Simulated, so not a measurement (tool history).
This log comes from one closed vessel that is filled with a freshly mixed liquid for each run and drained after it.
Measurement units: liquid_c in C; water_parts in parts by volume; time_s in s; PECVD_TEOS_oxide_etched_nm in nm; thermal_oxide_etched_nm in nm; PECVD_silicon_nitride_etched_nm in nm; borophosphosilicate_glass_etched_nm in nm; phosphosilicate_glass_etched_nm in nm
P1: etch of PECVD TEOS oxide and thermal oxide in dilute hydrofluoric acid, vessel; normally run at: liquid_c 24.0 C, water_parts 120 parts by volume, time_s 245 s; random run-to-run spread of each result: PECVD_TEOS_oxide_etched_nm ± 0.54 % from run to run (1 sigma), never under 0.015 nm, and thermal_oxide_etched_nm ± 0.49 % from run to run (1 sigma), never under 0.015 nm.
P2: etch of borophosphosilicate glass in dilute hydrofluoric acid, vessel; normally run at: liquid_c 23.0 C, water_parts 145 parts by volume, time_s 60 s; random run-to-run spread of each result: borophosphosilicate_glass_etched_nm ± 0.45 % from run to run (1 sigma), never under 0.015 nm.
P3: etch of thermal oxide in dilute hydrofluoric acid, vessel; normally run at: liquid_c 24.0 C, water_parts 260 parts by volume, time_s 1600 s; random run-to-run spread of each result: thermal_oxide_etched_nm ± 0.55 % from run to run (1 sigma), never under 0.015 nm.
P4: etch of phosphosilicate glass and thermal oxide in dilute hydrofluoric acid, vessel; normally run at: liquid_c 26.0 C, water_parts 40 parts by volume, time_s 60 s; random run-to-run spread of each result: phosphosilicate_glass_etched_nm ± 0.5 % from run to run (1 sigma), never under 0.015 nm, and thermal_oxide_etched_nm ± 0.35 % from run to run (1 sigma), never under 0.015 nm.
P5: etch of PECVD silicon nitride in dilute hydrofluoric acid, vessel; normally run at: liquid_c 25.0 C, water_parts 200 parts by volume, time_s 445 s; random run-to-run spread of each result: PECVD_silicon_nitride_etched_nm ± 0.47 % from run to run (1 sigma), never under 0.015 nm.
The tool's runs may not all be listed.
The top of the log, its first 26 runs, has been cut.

| run | hour | process | liquid_c | water_parts | time_s | PECVD_TEOS_oxide_etched_nm | thermal_oxide_etched_nm | PECVD_silicon_nitride_etched_nm | borophosphosilicate_glass_etched_nm | phosphosilicate_glass_etched_nm |
|---|---|---|---|---|---|---|---|---|---|---|
| 27 | 167.1 | P4 | 26.0 | 55 | 60 |  | 5.8780 |  |  | 152.82 |
| 28 | 171.2 | P5 | 25.0 | 200 | 445 |  |  | 8.0897 |  |  |
| 29 | 175.9 | P2 | 29.5 | 145 | 60 |  |  |  | 21.552 |  |
| 30 | 183.5 | P3 | 24.0 | 260 | 2690 |  | 39.2780 |  |  |  |
| 31 | 190.9 | P5 | 25.0 | 200 | 855 |  |  | 15.4430 |  |  |
| 32 | 196.6 | P1 | 24.0 | 195 | 245 | 16.706 | 5.6601 |  |  |  |
| 33 | 202.2 | P1 | 24.0 | 120 | 245 | 29.513 | 10.0670 |  |  |  |
| 34 | 210.2 | P1 | 24.0 | 120 | 245 | 28.781 | 9.8554 |  |  |  |
| 35 | 218.1 | P1 | 24.0 | 120 | 245 | 28.209 | 9.6635 |  |  |  |
| 36 | 224.6 | P1 | 24.0 | 120 | 245 | 28.050 | 9.6252 |  |  |  |
| 37 | 228.5 | P1 | 24.0 | 120 | 245 | 27.637 | 9.6560 |  |  |  |

For run 38, what comes out?
| 38 | 232.6 | P1 | 24.0 | 120 | 245 | ? | ? |  |  |  |

{"run 38": {"PECVD_TEOS_oxide_etched_nm": 27.886, "thermal_oxide_etched_nm": 9.5892}}
